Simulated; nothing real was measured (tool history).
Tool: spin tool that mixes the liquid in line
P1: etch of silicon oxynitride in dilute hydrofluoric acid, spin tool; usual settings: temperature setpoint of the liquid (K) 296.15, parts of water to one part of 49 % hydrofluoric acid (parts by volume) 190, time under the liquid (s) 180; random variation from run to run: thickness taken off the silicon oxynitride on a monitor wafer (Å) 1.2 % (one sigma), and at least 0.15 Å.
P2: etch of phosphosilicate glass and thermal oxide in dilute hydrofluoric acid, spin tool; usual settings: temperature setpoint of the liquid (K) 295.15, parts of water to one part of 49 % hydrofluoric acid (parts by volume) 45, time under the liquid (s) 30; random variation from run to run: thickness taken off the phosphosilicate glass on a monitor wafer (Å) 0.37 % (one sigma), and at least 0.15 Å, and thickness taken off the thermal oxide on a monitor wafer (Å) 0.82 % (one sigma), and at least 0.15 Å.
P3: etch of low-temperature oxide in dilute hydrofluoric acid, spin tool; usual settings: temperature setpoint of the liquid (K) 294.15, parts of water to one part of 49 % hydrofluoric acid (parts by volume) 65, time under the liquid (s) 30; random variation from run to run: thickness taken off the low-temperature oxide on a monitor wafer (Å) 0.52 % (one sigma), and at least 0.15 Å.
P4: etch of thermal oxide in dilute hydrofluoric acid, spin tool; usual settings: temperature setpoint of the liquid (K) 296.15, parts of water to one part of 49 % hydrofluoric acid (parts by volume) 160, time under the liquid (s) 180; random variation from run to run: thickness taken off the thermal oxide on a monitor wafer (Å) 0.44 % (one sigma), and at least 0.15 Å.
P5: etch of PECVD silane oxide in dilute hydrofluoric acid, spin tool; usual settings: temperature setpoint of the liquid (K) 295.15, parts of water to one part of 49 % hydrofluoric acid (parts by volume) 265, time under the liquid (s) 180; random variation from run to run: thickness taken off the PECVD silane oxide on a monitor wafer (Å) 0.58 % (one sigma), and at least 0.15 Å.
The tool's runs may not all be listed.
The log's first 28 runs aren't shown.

run     day  process that ran  temperature setpoint of the liquid (K)  parts of water to one part of 49 % hydrofluoric acid (parts by volume)  time under the liquid (s)  thickness taken off the silicon oxynitride on a monitor wafer (Å)  thickness taken off the thermal oxide on a monitor wafer (Å)  thickness taken off the PECVD silane oxide on a monitor wafer (Å)  thickness taken off the low-temperature oxide on a monitor wafer (Å)  thickness taken off the phosphosilicate glass on a monitor wafer (Å)
 29   9.562                P3                                  294.15                                                                      65                         30                                                                                                                                                                                                                                                                    56.939
 30   9.938                P1                                  300.65                                                                     190                        180                                                             23.693
 31  10.262                P1                                  296.15                                                                     190                        180                                                             19.867
 32  10.529                P1                                  296.15                                                                     190                        180                                                             18.981
 33  10.804                P1                                  296.15                                                                     190                        180                                                             18.049
 34  11.033                P1                                  296.15                                                                     190                        180                                                             18.716
 35  11.283                P1                                  296.15                                                                     190                        180                                                             18.072
 36  11.692                P1                                  296.15                                                                     190                        180                                                             18.625
 37  12.067                P1                                  296.15                                                                     190                        180                                                             17.679
 38    12.4                P1                                  296.15                                                                     190                        180                                                             17.569
 39   12.65                P1                                  296.15                                                                     190                        180                                                             18.186
 40  13.054                P1                                  296.15                                                                     190                        180                                                             18.298
 41  13.262                P1                                  296.15                                                                     190                        180                                                             18.154

Run 42 comes next. What will it give?
 42  13.583                P1                                  296.15                                                                     190                        180                                                                  ?

thickness taken off the silicon oxynitride on a monitor wafer (Å): 17.784
